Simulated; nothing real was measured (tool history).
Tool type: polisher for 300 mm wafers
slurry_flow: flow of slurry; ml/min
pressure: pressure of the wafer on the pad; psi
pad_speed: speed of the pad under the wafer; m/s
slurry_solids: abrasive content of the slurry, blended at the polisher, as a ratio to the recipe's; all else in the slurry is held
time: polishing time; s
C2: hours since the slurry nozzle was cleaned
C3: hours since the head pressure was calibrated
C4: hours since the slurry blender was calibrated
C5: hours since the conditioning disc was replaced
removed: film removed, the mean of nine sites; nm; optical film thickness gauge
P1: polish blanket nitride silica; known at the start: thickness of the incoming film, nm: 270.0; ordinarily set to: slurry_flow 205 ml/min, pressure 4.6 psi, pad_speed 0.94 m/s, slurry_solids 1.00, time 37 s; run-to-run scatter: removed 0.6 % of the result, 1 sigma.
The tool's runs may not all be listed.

{"run": 1, "hour": 4.6, "slurry_flow": 205, "pressure": 4.6, "pad_speed": 0.94, "slurry_solids": 1.0, "time": 37, "wafers polished on this pad": 684, "C2": 133.5, "C3": 335.8, "C4": 157.4, "C5": 93.1, "removed": 31.717}
{"run": 2, "hour": 8.6, "slurry_flow": 205, "pressure": 4.6, "pad_speed": 1.46, "slurry_solids": 1.0, "time": 37, "wafers polished on this pad": 719, "C2": 137.5, "C3": 339.8, "C4": 161.4, "C5": 97.1, "removed": 44.252}
{"run": 3, "hour": 12.9, "slurry_flow": 285, "pressure": 4.6, "pad_speed": 0.94, "slurry_solids": 1.0, "time": 37, "wafers polished on this pad": 757, "C2": 141.8, "C3": 344.1, "C4": 165.7, "C5": 101.4, "removed": 32.896}
{"run": 4, "hour": 17.4, "slurry_flow": 205, "pressure": 7.0, "pad_speed": 0.94, "slurry_solids": 1.0, "time": 37, "wafers polished on this pad": 796, "C2": 146.3, "C3": 348.6, "C4": 170.2, "C5": 105.9, "removed": 48.111}
{"run": 5, "hour": 20.7, "slurry_flow": 205, "pressure": 4.6, "pad_speed": 0.94, "slurry_solids": 1.0, "time": 19, "wafers polished on this pad": 825, "C2": 149.6, "C3": 351.9, "C4": 173.5, "C5": 109.2, "removed": 16.242}
{"hour": 20.8, "done": "head pressure recalibrated"}
{"run": 6, "hour": 24.2, "slurry_flow": 205, "pressure": 4.6, "pad_speed": 0.94, "slurry_solids": 0.5, "time": 37, "wafers polished on this pad": 856, "C2": 153.1, "C3": 3.4, "C4": 177.0, "C5": 112.7, "removed": 21.747}
{"run": 7, "hour": 27.1, "slurry_flow": 205, "pressure": 4.6, "pad_speed": 0.94, "slurry_solids": 1.0, "time": 37, "wafers polished on this pad": 882, "C2": 156.0, "C3": 6.3, "C4": 179.9, "C5": 115.6, "removed": 31.879}
{"run": 8, "hour": 30.3, "slurry_flow": 205, "pressure": 2.2, "pad_speed": 0.94, "slurry_solids": 1.0, "time": 37, "wafers polished on this pad": 910, "C2": 159.2, "C3": 9.5, "C4": 183.1, "C5": 118.8, "removed": 15.038}
{"run": 9, "hour": 33.6, "slurry_flow": 205, "pressure": 6.2, "pad_speed": 0.94, "slurry_solids": 1.0, "time": 56, "wafers polished on this pad": 939, "C2": 162.5, "C3": 12.8, "C4": 186.4, "C5": 122.1, "removed": 64.364}
{"run": 10, "hour": 35.9, "slurry_flow": 125, "pressure": 5.7, "pad_speed": 0.94, "slurry_solids": 1.0, "time": 37, "wafers polished on this pad": 959, "C2": 164.8, "C3": 15.1, "C4": 188.7, "C5": 124.4, "removed": 36.059}
{"run": 11, "hour": 40.6, "slurry_flow": 155, "pressure": 4.6, "pad_speed": 0.94, "slurry_solids": 1.0, "time": 37, "wafers polished on this pad": 1000, "C2": 169.5, "C3": 19.8, "C4": 193.4, "C5": 129.1, "removed": 30.43}
{"run": 12, "hour": 43.0, "slurry_flow": 205, "pressure": 4.6, "pad_speed": 0.94, "slurry_solids": 1.0, "time": 58, "wafers polished on this pad": 1021, "C2": 171.9, "C3": 22.2, "C4": 195.8, "C5": 131.5, "removed": 49.891}
{"run": 13, "hour": 47.9, "slurry_flow": 205, "pressure": 4.6, "pad_speed": 0.94, "slurry_solids": 1.0, "time": 37, "wafers polished on this pad": 1065, "C2": 176.8, "C3": 27.1, "C4": 200.7, "C5": 136.4, "removed": 31.441}
{"run": 14, "hour": 51.4, "slurry_flow": 205, "pressure": 4.6, "pad_speed": 0.94, "slurry_solids": 1.45, "time": 37, "wafers polished on this pad": 1095, "C2": 180.3, "C3": 30.6, "C4": 204.2, "C5": 139.9, "removed": 37.061}
{"run": 15, "hour": 53.6, "slurry_flow": 205, "pressure": 4.6, "pad_speed": 0.94, "slurry_solids": 1.0, "time": 37, "wafers polished on this pad": 1115, "C2": 182.5, "C3": 32.8, "C4": 206.4, "C5": 142.1, "removed": 31.699}
{"run": 16, "hour": 58.1, "slurry_flow": 205, "pressure": 4.6, "pad_speed": 0.42, "slurry_solids": 1.0, "time": 37, "wafers polished on this pad": 1154, "C2": 187.0, "C3": 37.3, "C4": 210.9, "C5": 146.6, "removed": 16.658}
{"run": 17, "hour": 61.5, "slurry_flow": 205, "pressure": 4.6, "pad_speed": 0.94, "slurry_solids": 1.0, "time": 37, "wafers polished on this pad": 1184, "C2": 190.4, "C3": 40.7, "C4": 214.3, "C5": 150.0, "removed": 31.57}
{"run": 18, "hour": 66.2, "slurry_flow": 205, "pressure": 4.6, "pad_speed": 0.94, "slurry_solids": 1.0, "time": 37, "wafers polished on this pad": 1225, "C2": 195.1, "C3": 45.4, "C4": 219.0, "C5": 154.7, "removed": 31.711}
{"run": 19, "hour": 68.9, "slurry_flow": 205, "pressure": 4.6, "pad_speed": 0.94, "slurry_solids": 1.0, "time": 37, "wafers polished on this pad": 1249, "C2": 197.8, "C3": 48.1, "C4": 221.7, "C5": 157.4, "removed": 31.345}
{"run": 20, "hour": 71.7, "slurry_flow": 205, "pressure": 4.6, "pad_speed": 0.94, "slurry_solids": 1.0, "time": 37, "wafers polished on this pad": 1274, "C2": 200.6, "C3": 50.9, "C4": 224.5, "C5": 160.2, "removed": 30.598}
{"run": 21, "hour": 74.4, "slurry_flow": 205, "pressure": 4.6, "pad_speed": 0.94, "slurry_solids": 1.0, "time": 37, "wafers polished on this pad": 1298, "C2": 203.3, "C3": 53.6, "C4": 227.2, "C5": 162.9, "removed": 30.012}
{"run": 22, "hour": 77.4, "slurry_flow": 205, "pressure": 4.6, "pad_speed": 0.94, "slurry_solids": 1.0, "time": 37, "wafers polished on this pad": 1324, "C2": 206.3, "C3": 56.6, "C4": 230.2, "C5": 165.9, "removed": 29.529}
{"run": 23, "hour": 81.9, "slurry_flow": 205, "pressure": 4.6, "pad_speed": 0.94, "slurry_solids": 1.0, "time": 37, "wafers polished on this pad": 1364, "C2": 210.8, "C3": 61.1, "C4": 234.7, "C5": 170.4, "removed": 29.111}
{"hour": 82.4, "done": "worn pad replaced by a new one"}
{"run": 24, "hour": 86.3, "slurry_flow": 205, "pressure": 4.6, "pad_speed": 0.94, "slurry_solids": 1.0, "time": 37, "wafers polished on this pad": 34, "C2": 215.2, "C3": 65.5, "C4": 239.1, "C5": 174.8, "removed": 29.107}
{"hour": 88.2, "done": "slurry nozzle cleaned"}
{"hour": 90.8, "done": "conditioning disc replaced and pad reconditioned"}
{"run": 25, "hour": 91.2, "slurry_flow": 205, "pressure": 4.6, "pad_speed": 0.94, "slurry_solids": 1.0, "time": 37, "wafers polished on this pad": 77, "C2": 3.1, "C3": 70.4, "C4": 244.0, "C5": 0.4, "removed": 29.046}
{"run": 26, "hour": 94.2, "slurry_flow": 205, "pressure": 4.6, "pad_speed": 0.94, "slurry_solids": 1.0, "time": 37, "wafers polished on this pad": 104, "C2": 6.1, "C3": 73.4, "C4": 247.0, "C5": 3.4, "removed": 28.837}
{"run": 27, "hour": 98.9, "slurry_flow": 205, "pressure": 4.6, "pad_speed": 0.94, "slurry_solids": 1.0, "time": 37, "wafers polished on this pad": 145, "C2": 10.8, "C3": 78.1, "C4": 251.7, "C5": 8.1, "removed": 28.453}

What P1 gives has crept away from where it was. These 2 causes fit the log equally well, each at the size given:
A: head's pressure below its setpoint, % = 9.17
B: abrasive missing from the slurry, % = 18.2
The onset of the drift is placed at about hour 68.9.
Every other cause this tool's parts could produce, and why it does not fit the log:
removal rate lost through wear of the pad, %: serviced at hour 82.4, after the change had begun; the process did not return to its earlier output
slurry flow missing at the pad, %: serviced at hour 88.2, after the change had begun; the process did not return to its earlier output
time polished since the conditioner stopped cutting, s: serviced at hour 90.8, after the change had begun; the process did not return to its earlier output

You are offered 4 check runs, listed below with question marks in place of their results; each one averages 3 wafers. Which run separates the listed causes by giving clearly different results for each?
{"run": "check 1", "hour": 103.6, "slurry_flow": 205, "pressure": 4.6, "pad_speed": 0.44, "slurry_solids": 1.0, "time": 56, "removed": "?"}
{"run": "check 2", "hour": 103.6, "slurry_flow": 205, "pressure": 6.3, "pad_speed": 1.44, "slurry_solids": 1.0, "time": 37, "removed": "?"}
{"run": "check 3", "hour": 103.6, "slurry_flow": 205, "pressure": 6.9, "pad_speed": 0.94, "slurry_solids": 1.0, "time": 26, "removed": "?"}
{"run": "check 4", "hour": 103.6, "slurry_flow": 205, "pressure": 2.6, "pad_speed": 0.94, "slurry_solids": 0.55, "time": 37, "removed": "?"}

Predicted outcomes, by check and by cause:
check=check_1 result=removed if_A=23.665 if_B=23.661
check=check_2 result=removed if_A=55.288 if_B=55.279
check=check_3 result=removed if_A=30.250 if_B=30.245
check=check_4 result=removed if_A=11.824 if_B=11.479
Per check, the gap between the least separated pair of causes, taken in the result that splits them most: check 1 0.02 %; check 2 0.02 %; check 3 0.02 %; check 4 2.96 %
Of the check runs offered, only check 4 discriminates between the causes; the rest would read about the same regardless of which cause applies.

Check 4 has now been run. It gave: removed 11.489 nm. Which of the candidate causes is it?

It is B: abrasive missing from the slurry, %.

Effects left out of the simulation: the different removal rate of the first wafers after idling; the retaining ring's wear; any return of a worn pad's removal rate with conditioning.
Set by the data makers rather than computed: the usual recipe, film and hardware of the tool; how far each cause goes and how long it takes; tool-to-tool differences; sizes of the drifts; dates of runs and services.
